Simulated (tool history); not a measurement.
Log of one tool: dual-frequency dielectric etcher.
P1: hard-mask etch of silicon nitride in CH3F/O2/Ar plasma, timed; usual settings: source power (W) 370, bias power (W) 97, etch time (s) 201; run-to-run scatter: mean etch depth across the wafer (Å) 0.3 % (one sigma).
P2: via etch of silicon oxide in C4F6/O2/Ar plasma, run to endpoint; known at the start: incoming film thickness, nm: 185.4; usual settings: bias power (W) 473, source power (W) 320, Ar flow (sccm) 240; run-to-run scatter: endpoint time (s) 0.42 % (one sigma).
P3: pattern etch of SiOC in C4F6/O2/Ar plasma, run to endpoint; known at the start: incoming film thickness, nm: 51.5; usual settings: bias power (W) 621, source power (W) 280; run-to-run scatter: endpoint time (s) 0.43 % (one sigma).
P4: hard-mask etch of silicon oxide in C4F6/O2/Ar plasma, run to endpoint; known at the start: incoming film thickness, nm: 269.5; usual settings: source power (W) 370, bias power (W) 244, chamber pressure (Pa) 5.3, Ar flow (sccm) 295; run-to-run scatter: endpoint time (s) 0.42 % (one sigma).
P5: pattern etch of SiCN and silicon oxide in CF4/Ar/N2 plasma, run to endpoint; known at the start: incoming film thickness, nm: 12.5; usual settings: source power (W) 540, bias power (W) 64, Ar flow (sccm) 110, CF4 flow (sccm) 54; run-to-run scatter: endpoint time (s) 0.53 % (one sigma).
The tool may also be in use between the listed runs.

| run | hour | process that ran | source power (W) | bias power (W) | etch time (s) | Ar flow (sccm) | CF4 flow (sccm) | chamber pressure (Pa) | hours since the last wet clean | hours since the last source power generator calibration | hours since the last bias power generator calibration | mean etch depth across the wafer (Å) | endpoint time (s) |
|---|---|---|---|---|---|---|---|---|---|---|---|---|---|
| 1 | 10 | P1 | 370 | 97 | 201 |  |  |  | 271.1 | 2519.4 | 633.4 | 1524.9 |  |
| 2 | 19.2 | P1 | 370 | 97 | 201 |  |  |  | 280.3 | 2528.6 | 642.6 | 1520 |  |
| 3 | 34 | P1 | 370 | 118 | 201 |  |  |  | 295.1 | 2543.4 | 657.4 | 1632.5 |  |
| 4 | 49 | P1 | 370 | 97 | 201 |  |  |  | 310.1 | 2558.4 | 672.4 | 1535.8 |  |
| 5 | 57.2 | P1 | 230 | 97 | 201 |  |  |  | 318.3 | 2566.6 | 680.6 | 1277.4 |  |
| 6 | 67 | P5 | 540 | 64 |  | 110 | 54 |  | 328.1 | 2576.4 | 690.4 |  | 13.566 |
| 7 | 75.7 | P5 | 540 | 64 |  | 110 | 69 |  | 336.8 | 2585.1 | 699.1 |  | 13.025 |
| 8 | 85.2 | P3 | 280 | 621 |  |  |  |  | 346.3 | 2594.6 | 708.6 |  | 18.59 |
| 9 | 96.5 | P5 | 540 | 84 |  | 110 | 54 |  | 357.6 | 2605.9 | 719.9 |  | 12.436 |
| 10 | 109.5 | P5 | 540 | 64 |  | 71 | 54 |  | 370.6 | 2618.9 | 732.9 |  | 12.736 |
| 11 | 123.9 | P3 | 280 | 862 |  |  |  |  | 385 | 2633.3 | 747.3 |  | 16.366 |
| 12 | 133 | P2 | 320 | 473 |  | 340 |  |  | 394.1 | 2642.4 | 756.4 |  | 46.222 |
| 13 | 148 | P4 | 370 | 244 |  | 295 |  | 3.6 | 409.1 | 2657.4 | 771.4 |  | 78.932 |
| 14 | 160.1 | P1 | 370 | 97 | 111.5 |  |  |  | 421.2 | 2669.5 | 783.5 | 848.54 |  |
| 15 | 170.9 | P2 | 190 | 473 |  | 240 |  |  | 432 | 2680.3 | 794.3 |  | 53.428 |
| 16 | 186 | P1 | 370 | 97 | 201 |  |  |  | 447.1 | 2695.4 | 809.4 | 1523.6 |  |
| 17 | 199 | P1 | 370 | 97 | 201 |  |  |  | 460.1 | 2708.4 | 822.4 | 1527.3 |  |
| 18 | 209.4 | P1 | 370 | 65 | 111.5 |  |  |  | 470.5 | 2718.8 | 832.8 | 737.31 |  |
| 19 | 216.9 | P4 | 370 | 180 |  | 295 |  | 5.3 | 478 | 2726.3 | 840.3 |  | 91.635 |
| 20 | 231.8 | P5 | 540 | 64 |  | 110 | 54 |  | 492.9 | 2741.2 | 855.2 |  | 13.609 |
|  | 235.5 | source power generator calibrated |
| 21 | 239.6 | P4 | 370 | 244 |  | 295 |  | 5.3 | 500.7 | 4.2 | 863 |  | 82.488 |
| 22 | 246.9 | P1 | 370 | 68 | 201 |  |  |  | 508 | 11.5 | 870.3 | 1354.2 |  |
| 23 | 253.7 | P4 | 370 | 244 |  | 374 |  | 5.3 | 514.8 | 18.3 | 877.1 |  | 84.729 |
| 24 | 263.9 | P1 | 440 | 97 | 201 |  |  |  | 525 | 28.5 | 887.3 | 1632.2 |  |
| 25 | 278 | P4 | 230 | 244 |  | 295 |  | 5.3 | 539.1 | 42.6 | 901.4 |  | 98.489 |
| 26 | 285.3 | P2 | 320 | 638 |  | 240 |  |  | 546.4 | 49.9 | 908.7 |  | 39.355 |
| 27 | 293.9 | P1 | 370 | 97 | 273.5 |  |  |  | 555 | 58.5 | 917.3 | 2087.3 |  |
| 28 | 306.2 | P3 | 380 | 621 |  |  |  |  | 567.3 | 70.8 | 929.6 |  | 16.666 |
| 29 | 316.3 | P1 | 370 | 97 | 201 |  |  |  | 577.4 | 80.9 | 939.7 | 1531.9 |  |
| 30 | 329.1 | P5 | 640 | 64 |  | 110 | 54 |  | 590.2 | 93.7 | 952.5 |  | 11.606 |
| 31 | 342.9 | P2 | 320 | 473 |  | 240 |  |  | 604 | 107.5 | 966.3 |  | 44.221 |
| 32 | 353.1 | P1 | 370 | 97 | 201 |  |  |  | 614.2 | 117.7 | 976.5 | 1520.7 |  |
| 33 | 365.2 | P1 | 370 | 97 | 201 |  |  |  | 626.3 | 129.8 | 988.6 | 1520.4 |  |
| 34 | 375.8 | P1 | 370 | 97 | 201 |  |  |  | 636.9 | 140.4 | 999.2 | 1514.7 |  |
| 35 | 389.7 | P1 | 370 | 97 | 201 |  |  |  | 650.8 | 154.3 | 1013.1 | 1507.6 |  |
| 36 | 403.6 | P1 | 370 | 97 | 201 |  |  |  | 664.7 | 168.2 | 1027 | 1499.8 |  |
|  | 405.1 | wet clean of the chamber |
| 37 | 417.6 | P1 | 370 | 97 | 201 |  |  |  | 12.5 | 182.2 | 1041 | 1506 |  |
| 38 | 424.9 | P1 | 370 | 97 | 201 |  |  |  | 19.8 | 189.5 | 1048.3 | 1503.5 |  |
| 39 | 433.5 | P1 | 370 | 97 | 201 |  |  |  | 28.4 | 198.1 | 1056.9 | 1499.8 |  |
| 40 | 444.2 | P1 | 370 | 97 | 201 |  |  |  | 39.1 | 208.8 | 1067.6 | 1513.8 |  |
| 41 | 457.3 | P1 | 370 | 97 | 201 |  |  |  | 52.2 | 221.9 | 1080.7 | 1504.5 |  |

What P1 gives has crept away from where it was. These 2 causes fit the log equally well, each at the size given:
A: source power that arrives under what is set, % = 4.02
B: bias power that arrives under what is set, % = 4.09
The creep began at about hour 353.1.
Why every other cause is out:
chamber walls in a state that lowers the etch rate, %: serviced at hour 405.1, which brought nothing back

4 check runs are offered, each on 3 wafers whose results are averaged, their results left as question marks. Which one tells the causes apart?
| check 1 | 470.4 | P4 | 270 | 244 |  | 295 |  | 5.3 |  |  |  |  | ? |
| check 2 | 470.4 | P5 | 540 | 64 |  | 79 | 67 |  |  |  |  |  | ? |
| check 3 | 470.4 | P3 | 370 | 804 |  |  |  |  |  |  |  |  | ? |
| check 4 | 470.4 | P2 | 210 | 473 |  | 336 |  |  |  |  |  |  | ? |

What each check would give under each cause:
| check | result | if A | if B |
|---|---|---|---|
| check 1 | endpoint time (s) | 94.415 | 94.298 |
| check 2 | endpoint time (s) | 12.875 | 12.576 |
| check 3 | endpoint time (s) | 15.344 | 15.371 |
| check 4 | endpoint time (s) | 54.436 | 54.487 |
How far apart the two closest causes lie, in the result that separates them most: check 1 0.12 %; check 2 2.35 %; check 3 0.18 %; check 4 0.09 %
Check 2 tells the causes apart: in the others they would give nearly the same result.

Check 2 was then run and gave: endpoint time (s) 12.602. Which cause is it?

It is B: bias power that arrives under what is set, %.

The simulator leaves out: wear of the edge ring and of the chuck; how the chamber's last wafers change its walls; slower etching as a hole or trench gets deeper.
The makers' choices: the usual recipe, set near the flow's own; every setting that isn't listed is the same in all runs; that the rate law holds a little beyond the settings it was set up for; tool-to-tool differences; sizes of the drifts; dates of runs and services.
